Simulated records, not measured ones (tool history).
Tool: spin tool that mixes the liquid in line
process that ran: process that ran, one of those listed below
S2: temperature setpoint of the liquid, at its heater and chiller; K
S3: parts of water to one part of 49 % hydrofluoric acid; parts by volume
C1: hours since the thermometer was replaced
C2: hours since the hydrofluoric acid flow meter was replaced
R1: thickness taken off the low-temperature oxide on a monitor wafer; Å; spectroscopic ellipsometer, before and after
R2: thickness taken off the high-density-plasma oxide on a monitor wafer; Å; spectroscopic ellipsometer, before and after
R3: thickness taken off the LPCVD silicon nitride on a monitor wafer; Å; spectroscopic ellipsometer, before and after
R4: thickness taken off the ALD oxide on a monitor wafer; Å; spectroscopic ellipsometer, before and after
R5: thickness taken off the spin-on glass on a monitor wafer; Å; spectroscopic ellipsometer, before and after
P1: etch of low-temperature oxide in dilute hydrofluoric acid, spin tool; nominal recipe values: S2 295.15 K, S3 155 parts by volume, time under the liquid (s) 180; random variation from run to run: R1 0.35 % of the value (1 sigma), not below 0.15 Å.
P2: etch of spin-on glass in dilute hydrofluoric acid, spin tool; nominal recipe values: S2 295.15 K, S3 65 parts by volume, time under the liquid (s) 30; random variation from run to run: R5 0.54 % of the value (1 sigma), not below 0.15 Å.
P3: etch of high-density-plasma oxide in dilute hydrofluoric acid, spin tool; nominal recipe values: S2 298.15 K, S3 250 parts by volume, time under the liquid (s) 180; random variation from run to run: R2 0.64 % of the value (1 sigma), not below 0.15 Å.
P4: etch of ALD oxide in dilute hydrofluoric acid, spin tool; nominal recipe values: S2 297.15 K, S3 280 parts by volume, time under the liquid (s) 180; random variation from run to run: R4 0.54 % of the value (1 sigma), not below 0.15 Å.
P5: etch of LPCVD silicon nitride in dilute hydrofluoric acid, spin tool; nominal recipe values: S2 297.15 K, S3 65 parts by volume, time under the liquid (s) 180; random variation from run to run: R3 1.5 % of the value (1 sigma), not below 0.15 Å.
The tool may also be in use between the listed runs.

Run 1, hour 5.2: process that ran P1, S2 295.15 K, S3 155 parts by volume, time under the liquid (s) 180; C1 845.6; C2 531.7. Result: R1 185.34 Å.
Run 2, hour 9.2: process that ran P3, S2 298.15 K, S3 250 parts by volume, time under the liquid (s) 20; C1 849.6; C2 535.7. Result: R2 5.0993 Å.
Run 3, hour 14.1: process that ran P1, S2 295.15 K, S3 225 parts by volume, time under the liquid (s) 180; C1 854.5; C2 540.6. Result: R1 118.34 Å.
Run 4, hour 18: process that ran P5, S2 297.15 K, S3 20 parts by volume, time under the liquid (s) 180; C1 858.4; C2 544.5. Result: R3 41.999 Å.
Run 5, hour 22.2: process that ran P5, S2 297.15 K, S3 65 parts by volume, time under the liquid (s) 35; C1 862.6; C2 548.7. Result: R3 2.5046 Å.
Run 6, hour 27.1: process that ran P1, S2 290.15 K, S3 225 parts by volume, time under the liquid (s) 180; C1 867.5; C2 553.6. Result: R1 98.099 Å.
Run 7, hour 31.3: process that ran P4, S2 302.15 K, S3 280 parts by volume, time under the liquid (s) 180; C1 871.7; C2 557.8. Result: R4 129.97 Å.
Run 8, hour 34.5: process that ran P1, S2 295.15 K, S3 155 parts by volume, time under the liquid (s) 60; C1 874.9; C2 561. Result: R1 61.235 Å.
Run 9, hour 39.4: process that ran P1, S2 295.15 K, S3 155 parts by volume, time under the liquid (s) 280; C1 879.8; C2 565.9. Result: R1 285.68 Å.
Run 10, hour 43.8: process that ran P5, S2 303.15 K, S3 65 parts by volume, time under the liquid (s) 180; C1 884.2; C2 570.3. Result: R3 19.578 Å.
Run 11, hour 48.6: process that ran P1, S2 290.65 K, S3 50 parts by volume, time under the liquid (s) 180; C1 889; C2 575.1. Result: R1 535.5 Å.
Run 12, hour 51.8: process that ran P3, S2 298.15 K, S3 345 parts by volume, time under the liquid (s) 180; C1 892.2; C2 578.3. Result: R2 30.369 Å.
Run 13, hour 55.8: process that ran P1, S2 295.15 K, S3 55 parts by volume, time under the liquid (s) 180; C1 896.2; C2 582.3. Result: R1 587.24 Å.
Run 14, hour 59.8: process that ran P2, S2 295.15 K, S3 65 parts by volume, time under the liquid (s) 30; C1 900.2; C2 586.3. Result: R5 158.36 Å.
Run 15, hour 65.1: process that ran P1, S2 295.15 K, S3 155 parts by volume, time under the liquid (s) 180; C1 905.5; C2 591.6. Result: R1 186.36 Å.
At hour 67.5: thermometer replaced.
Run 16, hour 67.8: process that ran P3, S2 292.15 K, S3 250 parts by volume, time under the liquid (s) 180; C1 0.4; C2 594.3. Result: R2 36.417 Å.
Run 17, hour 71.8: process that ran P2, S2 303.65 K, S3 65 parts by volume, time under the liquid (s) 30; C1 4.4; C2 598.3. Result: R5 220.94 Å.
Run 18, hour 75.6: process that ran P3, S2 298.15 K, S3 250 parts by volume, time under the liquid (s) 180; C1 8.2; C2 602.1. Result: R2 46.104 Å.
Run 19, hour 80.2: process that ran P1, S2 295.15 K, S3 155 parts by volume, time under the liquid (s) 180; C1 12.8; C2 606.7. Result: R1 184 Å.
Run 20, hour 85.4: process that ran P4, S2 297.15 K, S3 280 parts by volume, time under the liquid (s) 15; C1 18; C2 611.9. Result: R4 9.0294 Å.
Run 21, hour 90: process that ran P2, S2 295.15 K, S3 65 parts by volume, time under the liquid (s) 15; C1 22.6; C2 616.5. Result: R5 78.401 Å.
Run 22, hour 95.5: process that ran P4, S2 297.15 K, S3 100 parts by volume, time under the liquid (s) 180; C1 28.1; C2 622. Result: R4 370.49 Å.
Run 23, hour 98.9: process that ran P2, S2 295.15 K, S3 95 parts by volume, time under the liquid (s) 30; C1 31.5; C2 625.4. Result: R5 104.42 Å.
Run 24, hour 103: process that ran P2, S2 295.15 K, S3 65 parts by volume, time under the liquid (s) 30; C1 35.6; C2 629.5. Result: R5 158.27 Å.
Run 25, hour 106.6: process that ran P5, S2 297.15 K, S3 65 parts by volume, time under the liquid (s) 180; C1 39.2; C2 633.1. Result: R3 13.43 Å.
Run 26, hour 111.6: process that ran P1, S2 300.65 K, S3 155 parts by volume, time under the liquid (s) 180; C1 44.2; C2 638.1. Result: R1 228.96 Å.
Run 27, hour 116.1: process that ran P1, S2 291.15 K, S3 155 parts by volume, time under the liquid (s) 180; C1 48.7; C2 642.6. Result: R1 158.35 Å.
Run 28, hour 121.2: process that ran P4, S2 297.15 K, S3 280 parts by volume, time under the liquid (s) 180; C1 53.8; C2 647.7. Result: R4 110.47 Å.
Run 29, hour 124.5: process that ran P1, S2 300.15 K, S3 155 parts by volume, time under the liquid (s) 100; C1 57.1; C2 651. Result: R1 123.63 Å.
Run 30, hour 126.9: process that ran P1, S2 295.15 K, S3 155 parts by volume, time under the liquid (s) 180; C1 59.5; C2 653.4. Result: R1 184.97 Å.
Run 31, hour 132.4: process that ran P1, S2 295.15 K, S3 155 parts by volume, time under the liquid (s) 180; C1 65; C2 658.9. Result: R1 185.34 Å.
Run 32, hour 137.1: process that ran P1, S2 295.15 K, S3 155 parts by volume, time under the liquid (s) 180; C1 69.7; C2 663.6. Result: R1 189.93 Å.
Run 33, hour 142.3: process that ran P1, S2 295.15 K, S3 155 parts by volume, time under the liquid (s) 180; C1 74.9; C2 668.8. Result: R1 192.93 Å.
Run 34, hour 147.8: process that ran P1, S2 295.15 K, S3 155 parts by volume, time under the liquid (s) 180; C1 80.4; C2 674.3. Result: R1 193.97 Å.
Run 35, hour 151.7: process that ran P1, S2 295.15 K, S3 155 parts by volume, time under the liquid (s) 180; C1 84.3; C2 678.2. Result: R1 195.86 Å.
Run 36, hour 154.6: process that ran P1, S2 295.15 K, S3 155 parts by volume, time under the liquid (s) 180; C1 87.2; C2 681.1. Result: R1 196.72 Å.
Run 37, hour 158.5: process that ran P1, S2 295.15 K, S3 155 parts by volume, time under the liquid (s) 180; C1 91.1; C2 685. Result: R1 195.76 Å.
Run 38, hour 163.4: process that ran P1, S2 295.15 K, S3 155 parts by volume, time under the liquid (s) 180; C1 96; C2 689.9. Result: R1 197.44 Å.
Run 39, hour 168.2: process that ran P1, S2 295.15 K, S3 155 parts by volume, time under the liquid (s) 180; C1 100.8; C2 694.7. Result: R1 197.13 Å.
Run 40, hour 172.5: process that ran P1, S2 295.15 K, S3 155 parts by volume, time under the liquid (s) 180; C1 105.1; C2 699. Result: R1 198.89 Å.

Something has made what P1 gives creep away from where it was; the 2 causes below, each at its own stated size, fit the log equally well:
A: hydrofluoric acid flow above the setpoint (%) = 5.81
B: liquid hotter than its thermometer reads (K) = 1.71
The onset of the drift is placed at about hour 132.4.

Below are 4 check runs, each averaged over 5 wafers, with their results shown as question marks. Which of them would give clearly different results depending on which cause is behind the drift?
Run check 1, hour 176.8: process that ran P4, S2 297.15 K, S3 105 parts by volume, time under the liquid (s) 15. Result: R4 ?.
Run check 2, hour 176.8: process that ran P3, S2 292.65 K, S3 250 parts by volume, time under the liquid (s) 180. Result: R2 ?.
Run check 3, hour 176.8: process that ran P2, S2 300.65 K, S3 65 parts by volume, time under the liquid (s) 30. Result: R5 ?.
Run check 4, hour 176.8: process that ran P5, S2 297.15 K, S3 45 parts by volume, time under the liquid (s) 180. Result: R3 ?.

What every check run would give for each of its results, assuming each possible cause in turn:
  check  result    if A    if B
check 1      R4  31.378  31.484
check 2      R2  40.218  40.004
check 3      R5  209.48  210.64
check 4      R3  20.205  21.449
Minimum pairwise separation of causes per check, each pair taken at its best-separating result: check 1 0.34 %; check 2 0.53 %; check 3 0.55 %; check 4 5.98 %
Of the check runs offered, only check 4 discriminates between the causes; the rest would read about the same regardless of which cause applies.

The results of check 4 are: R3 20.083 Å. Based on these, which of the listed causes is it?

It was cause A: hydrofluoric acid flow above the setpoint (%).
